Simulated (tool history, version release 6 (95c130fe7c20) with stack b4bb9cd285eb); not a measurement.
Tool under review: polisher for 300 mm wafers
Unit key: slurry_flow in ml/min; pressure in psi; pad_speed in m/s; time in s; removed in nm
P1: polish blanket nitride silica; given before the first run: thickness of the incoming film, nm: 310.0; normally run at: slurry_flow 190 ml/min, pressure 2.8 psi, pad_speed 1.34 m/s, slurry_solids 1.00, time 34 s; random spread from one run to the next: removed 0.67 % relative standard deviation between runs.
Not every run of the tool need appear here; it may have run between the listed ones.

run	hour	slurry_flow	pressure	pad_speed	slurry_solids	time	wafers polished on this pad	hours since the slurry nozzle was cleaned	hours since the head pressure was calibrated	hours since the slurry blender was calibrated	hours since the conditioning disc was replaced	removed
1	6.2	190	2.8	1.34	1.00	34	321	196.4	624.8	68.1	154.4	23.656
2	10.9	190	2.8	1.34	0.55	34	364	201.1	629.5	72.8	159.1	17.279
3	15.7	190	2.8	1.34	1.00	34	407	205.9	634.3	77.6	163.9	23.641
4	21.2	190	2.8	0.62	1.00	34	457	211.4	639.8	83.1	169.4	12.767
5	27.4	190	2.8	1.34	1.00	15	513	217.6	646.0	89.3	175.6	10.239
6	31.7	285	2.8	1.34	1.00	34	552	221.9	650.3	93.6	179.9	24.528
7	37.7	145	2.8	0.86	1.00	34	606	227.9	656.3	99.6	185.9	15.703
8	43.1	190	2.8	1.34	1.00	51	655	233.3	661.7	105.0	191.3	35.255
9	48.9	190	2.8	1.86	1.00	34	708	239.1	667.5	110.8	197.1	30.331
10	55.3	190	2.8	1.34	1.00	34	766	245.5	673.9	117.2	203.5	23.311
11	58.2	190	2.8	1.34	1.00	34	792	248.4	676.8	120.1	206.4	23.416
12	64.0	120	2.8	1.34	1.00	34	844	254.2	682.6	125.9	212.2	21.522
13	70.4	190	2.8	1.34	1.00	34	902	260.6	689.0	132.3	218.6	23.465
# hour 73.1: head pressure recalibrated
14	74.2	190	2.8	1.34	1.00	34	937	264.4	1.2	136.1	222.4	23.359
15	77.2	190	2.8	1.34	1.00	34	964	267.4	4.2	139.1	225.4	23.684
16	82.6	190	2.8	0.74	1.00	25	1013	272.8	9.6	144.5	230.8	10.686
17	89.1	190	1.7	1.34	1.00	34	1072	279.3	16.1	151.0	237.3	14.143
18	93.7	190	2.8	1.34	1.45	34	1113	283.9	20.7	155.6	241.9	27.512
19	97.9	190	4.5	1.34	1.00	34	1151	288.1	24.9	159.8	246.1	37.673
20	101.7	190	2.8	1.34	1.00	34	1186	291.9	28.7	163.6	249.9	23.491
21	105.5	190	2.8	1.34	1.00	34	1220	295.7	32.5	167.4	253.7	22.634
22	111.8	190	2.8	1.34	1.00	34	1277	302.0	38.8	173.7	260.0	22.126
23	118.4	190	2.8	1.34	1.00	34	1337	308.6	45.4	180.3	266.6	21.660
24	124.2	190	2.8	1.34	1.00	34	1389	314.4	51.2	186.1	272.4	21.328
# hour 126.5: worn pad replaced by a new one
25	127.6	190	2.8	1.34	1.00	34	10	317.8	54.6	189.5	275.8	21.115
# hour 130.0: slurry nozzle cleaned
26	132.9	190	2.8	1.34	1.00	34	58	2.9	59.9	194.8	281.1	20.829
# hour 136.2: conditioning disc replaced and pad reconditioned
27	139.6	190	2.8	1.34	1.00	34	119	9.6	66.6	201.5	3.4	21.049
28	144.9	190	2.8	1.34	1.00	34	167	14.9	71.9	206.8	8.7	21.154
29	150.7	190	2.8	1.34	1.00	34	219	20.7	77.7	212.6	14.5	21.021

What P1 gives has crept away from where it was. These 2 causes fit the log equally well, each at the size given:
A: head's pressure below its setpoint, % = 10.9
B: abrasive missing from the slurry, % = 21.2
The onset of the drift is placed at about hour 101.7.
Why every other cause is out:
removal rate lost through wear of the pad, %: serviced after onset, at hour 126.5, with no recovery of the prior output
slurry flow missing at the pad, %: serviced after onset, at hour 130.0, with no recovery of the prior output
time polished since the conditioner stopped cutting, s: serviced after onset, at hour 136.2, with no recovery of the prior output

Consider the 4 check runs below, whose results appear as question marks and each of which averages 5 wafers. Which one distinguishes the causes, in that each cause would give it a clearly different result?
check 1	156.5	190	2.8	1.70	1.00	34						?
check 2	156.5	190	4.1	1.34	1.00	41						?
check 3	156.5	190	4.3	1.34	0.65	34						?
check 4	156.5	255	2.8	1.34	1.00	34						?

Predicted outcomes, by check and by cause:
check	result	if A	if B
check 1	removed	25.257	25.258
check 2	removed	36.868	36.869
check 3	removed	25.760	25.115
check 4	removed	21.638	21.639
Per-check spread between the two closest causes, in the result where they differ most: check 1 0 %; check 2 0 %; check 3 2.53 %; check 4 0 %
Only check 3 tells the causes apart: in the others they would give nearly the same result.

Check 3 has now been run. It gave: removed 25.069 nm. Which of the candidate causes is it?

Of the candidate causes, it is B: abrasive missing from the slurry, %.
